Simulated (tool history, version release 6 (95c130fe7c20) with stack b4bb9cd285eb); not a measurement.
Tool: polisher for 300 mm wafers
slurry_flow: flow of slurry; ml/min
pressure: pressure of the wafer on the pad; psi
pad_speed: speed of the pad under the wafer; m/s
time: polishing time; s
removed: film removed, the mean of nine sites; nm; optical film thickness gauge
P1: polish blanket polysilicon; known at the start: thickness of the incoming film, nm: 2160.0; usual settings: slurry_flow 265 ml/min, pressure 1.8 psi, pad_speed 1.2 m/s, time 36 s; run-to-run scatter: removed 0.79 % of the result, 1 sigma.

{"run": 1, "day": 0.408, "slurry_flow": 265, "pressure": 1.8, "pad_speed": 1.2, "time": 36, "removed": 254.04}
{"run": 2, "day": 1.025, "slurry_flow": 335, "pressure": 1.8, "pad_speed": 1.2, "time": 36, "removed": 260.67}
{"run": 3, "day": 1.55, "slurry_flow": 265, "pressure": 1.8, "pad_speed": 1.2, "time": 36, "removed": 253.24}
{"day": 1.921, "done": "slurry nozzle cleaned"}
{"run": 4, "day": 2.117, "slurry_flow": 160, "pressure": 1.8, "pad_speed": 1.2, "time": 16, "removed": 105.73}
{"run": 5, "day": 2.454, "slurry_flow": 265, "pressure": 1.8, "pad_speed": 1.2, "time": 36, "removed": 257.37}
{"run": 6, "day": 3.075, "slurry_flow": 265, "pressure": 1.3, "pad_speed": 1.2, "time": 52, "removed": 261.86}
{"run": 7, "day": 3.583, "slurry_flow": 265, "pressure": 1.8, "pad_speed": 1.9, "time": 36, "removed": 399.73}
{"run": 8, "day": 3.983, "slurry_flow": 160, "pressure": 1.8, "pad_speed": 1.2, "time": 36, "removed": 235.13}
{"run": 9, "day": 4.571, "slurry_flow": 265, "pressure": 1.8, "pad_speed": 0.66, "time": 36, "removed": 140.04}
{"run": 10, "day": 5.192, "slurry_flow": 265, "pressure": 1.8, "pad_speed": 1.2, "time": 24, "removed": 168.98}
{"run": 11, "day": 5.808, "slurry_flow": 265, "pressure": 2.3, "pad_speed": 1.2, "time": 36, "removed": 321.94}
{"run": 12, "day": 6.433, "slurry_flow": 265, "pressure": 1.8, "pad_speed": 1.2, "time": 36, "removed": 252.79}
{"run": 13, "day": 7.0, "slurry_flow": 265, "pressure": 1.8, "pad_speed": 1.2, "time": 36, "removed": 251.45}
{"run": 14, "day": 7.562, "slurry_flow": 265, "pressure": 1.8, "pad_speed": 1.2, "time": 36, "removed": 252.59}
{"run": 15, "day": 8.1, "slurry_flow": 265, "pressure": 1.8, "pad_speed": 1.2, "time": 36, "removed": 252.72}
{"run": 16, "day": 8.542, "slurry_flow": 265, "pressure": 1.8, "pad_speed": 1.2, "time": 58, "removed": 412.91}
{"run": 17, "day": 9.004, "slurry_flow": 265, "pressure": 0.9, "pad_speed": 1.2, "time": 36, "removed": 125.25}
{"run": 18, "day": 9.617, "slurry_flow": 265, "pressure": 1, "pad_speed": 1.2, "time": 22, "removed": 85.563}
{"run": 19, "day": 10.108, "slurry_flow": 265, "pressure": 1.8, "pad_speed": 1.2, "time": 36, "removed": 256.01}
{"run": 20, "day": 10.542, "slurry_flow": 265, "pressure": 1.8, "pad_speed": 1.2, "time": 36, "removed": 249.19}
{"run": 21, "day": 10.942, "slurry_flow": 265, "pressure": 1.8, "pad_speed": 1.2, "time": 36, "removed": 247.09}
{"run": 22, "day": 11.421, "slurry_flow": 265, "pressure": 1.8, "pad_speed": 1.2, "time": 36, "removed": 244.5}
{"run": 23, "day": 11.696, "slurry_flow": 265, "pressure": 1.8, "pad_speed": 1.2, "time": 36, "removed": 244.89}
{"run": 24, "day": 12.271, "slurry_flow": 265, "pressure": 1.8, "pad_speed": 1.2, "time": 36, "removed": 238.7}
{"run": 25, "day": 12.683, "slurry_flow": 265, "pressure": 1.8, "pad_speed": 1.2, "time": 36, "removed": 243.23}
{"day": 12.696, "done": "head pressure recalibrated"}
{"run": 26, "day": 13.262, "slurry_flow": 265, "pressure": 1.8, "pad_speed": 1.2, "time": 36, "removed": 241.56}
{"run": 27, "day": 13.875, "slurry_flow": 265, "pressure": 1.8, "pad_speed": 1.2, "time": 36, "removed": 239.06}

What P1 gives has crept away from where it was. These 2 causes fit the log equally well, each at the size given:
A: removal rate lost through wear of the pad, % = 4.81
B: slurry flow missing at the pad, % = 32.9
The creep began at about day 10.108.
Why every other cause is out:
head's pressure below its setpoint, %: serviced at day 12.696, which brought nothing back

4 check runs are offered, each on 5 wafers whose results are averaged, their results left as question marks. Which one tells the causes apart?
{"run": "check 1", "day": 14.488, "slurry_flow": 265, "pressure": 2.3, "pad_speed": 1.82, "time": 36, "removed": "?"}
{"run": "check 2", "day": 14.488, "slurry_flow": 265, "pressure": 1.8, "pad_speed": 1.84, "time": 53, "removed": "?"}
{"run": "check 3", "day": 14.488, "slurry_flow": 160, "pressure": 1.8, "pad_speed": 1.6, "time": 36, "removed": "?"}
{"run": "check 4", "day": 14.488, "slurry_flow": 265, "pressure": 1.1, "pad_speed": 1.66, "time": 36, "removed": "?"}

What each check would give under each cause:
check=check_1 result=removed if_A=467.48 if_B=467.5
check=check_2 result=removed if_A=544.53 if_B=544.56
check=check_3 result=removed if_A=301.18 if_B=292.47
check=check_4 result=removed if_A=203.92 if_B=203.93
How far apart the two closest causes lie, in the result that separates them most: check 1 0.01 %; check 2 0.01 %; check 3 2.94 %; check 4 0.01 %
Check 3 tells the causes apart: in the others they would give nearly the same result.

Then check 3 was run and gave: removed 291.58 nm. Which cause is it?

It is B: slurry flow missing at the pad, %.
